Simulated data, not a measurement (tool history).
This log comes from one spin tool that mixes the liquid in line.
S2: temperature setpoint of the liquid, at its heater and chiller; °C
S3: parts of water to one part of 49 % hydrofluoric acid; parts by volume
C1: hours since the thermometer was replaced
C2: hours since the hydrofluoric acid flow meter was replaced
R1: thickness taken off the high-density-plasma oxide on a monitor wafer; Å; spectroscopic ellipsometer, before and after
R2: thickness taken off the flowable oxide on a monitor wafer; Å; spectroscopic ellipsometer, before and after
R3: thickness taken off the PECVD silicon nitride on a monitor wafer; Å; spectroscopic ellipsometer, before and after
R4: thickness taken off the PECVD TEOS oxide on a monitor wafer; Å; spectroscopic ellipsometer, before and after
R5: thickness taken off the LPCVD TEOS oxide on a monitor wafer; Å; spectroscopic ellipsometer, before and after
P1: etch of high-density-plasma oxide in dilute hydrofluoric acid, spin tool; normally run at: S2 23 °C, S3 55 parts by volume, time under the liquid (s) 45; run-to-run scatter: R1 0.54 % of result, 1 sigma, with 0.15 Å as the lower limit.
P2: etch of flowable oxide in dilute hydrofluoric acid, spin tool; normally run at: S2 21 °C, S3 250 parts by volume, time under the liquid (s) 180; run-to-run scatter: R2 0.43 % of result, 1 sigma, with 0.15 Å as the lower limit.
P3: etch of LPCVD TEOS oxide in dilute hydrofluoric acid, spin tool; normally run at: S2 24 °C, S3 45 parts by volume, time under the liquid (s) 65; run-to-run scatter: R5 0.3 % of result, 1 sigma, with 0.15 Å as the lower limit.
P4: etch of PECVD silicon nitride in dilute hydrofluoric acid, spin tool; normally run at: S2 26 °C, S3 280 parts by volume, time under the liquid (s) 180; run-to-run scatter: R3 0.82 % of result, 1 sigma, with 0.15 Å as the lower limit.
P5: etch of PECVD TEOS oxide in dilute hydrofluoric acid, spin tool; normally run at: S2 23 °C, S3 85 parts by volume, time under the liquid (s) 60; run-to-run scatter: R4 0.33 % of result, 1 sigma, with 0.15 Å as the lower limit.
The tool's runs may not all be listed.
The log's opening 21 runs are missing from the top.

Run 22, hour 84.9: process that ran P1, S2 23 °C, S3 25 parts by volume, time under the liquid (s) 45; C1 38.3; C2 497.9. Result: R1 153.71 Å.
Run 23, hour 88.3: process that ran P4, S2 26 °C, S3 280 parts by volume, time under the liquid (s) 180; C1 41.7; C2 501.3. Result: R3 32.09 Å.
Run 24, hour 91.2: process that ran P1, S2 23 °C, S3 80 parts by volume, time under the liquid (s) 80; C1 44.6; C2 504.2. Result: R1 79.613 Å.
Run 25, hour 94: process that ran P3, S2 30.5 °C, S3 45 parts by volume, time under the liquid (s) 65; C1 47.4; C2 507. Result: R5 498.03 Å.
Run 26, hour 98.4: process that ran P4, S2 33 °C, S3 280 parts by volume, time under the liquid (s) 180; C1 51.8; C2 511.4. Result: R3 48.669 Å.
Run 27, hour 102.7: process that ran P1, S2 23 °C, S3 55 parts by volume, time under the liquid (s) 85; C1 56.1; C2 515.7. Result: R1 128.3 Å.
Run 28, hour 105.1: process that ran P5, S2 23 °C, S3 85 parts by volume, time under the liquid (s) 60; C1 58.5; C2 518.1. Result: R4 155.34 Å.
Run 29, hour 108.1: process that ran P1, S2 23 °C, S3 95 parts by volume, time under the liquid (s) 45; C1 61.5; C2 521.1. Result: R1 36.989 Å.
Run 30, hour 111: process that ran P4, S2 26 °C, S3 280 parts by volume, time under the liquid (s) 180; C1 64.4; C2 524. Result: R3 32.033 Å.
Run 31, hour 114.9: process that ran P3, S2 24 °C, S3 25 parts by volume, time under the liquid (s) 65; C1 68.3; C2 527.9. Result: R5 707.71 Å.
Run 32, hour 120.2: process that ran P2, S2 28 °C, S3 250 parts by volume, time under the liquid (s) 180; C1 73.6; C2 533.2. Result: R2 241.43 Å.
Run 33, hour 123.4: process that ran P1, S2 23 °C, S3 55 parts by volume, time under the liquid (s) 45; C1 76.8; C2 536.4. Result: R1 68.251 Å.
Run 34, hour 126.4: process that ran P1, S2 23 °C, S3 55 parts by volume, time under the liquid (s) 45; C1 79.8; C2 539.4. Result: R1 68.953 Å.
Run 35, hour 131.4: process that ran P1, S2 23 °C, S3 55 parts by volume, time under the liquid (s) 45; C1 84.8; C2 544.4. Result: R1 71.077 Å.
Run 36, hour 134.3: process that ran P1, S2 23 °C, S3 55 parts by volume, time under the liquid (s) 45; C1 87.7; C2 547.3. Result: R1 71.496 Å.
Run 37, hour 139.4: process that ran P1, S2 23 °C, S3 55 parts by volume, time under the liquid (s) 45; C1 92.8; C2 552.4. Result: R1 72.451 Å.

What does the tool deliver on the next run?
Run 38, hour 142.3: process that ran P1, S2 23 °C, S3 55 parts by volume, time under the liquid (s) 45; C1 95.7; C2 555.3. Result: R1 ?.

Run 38 yielded R1 73.177 Å.
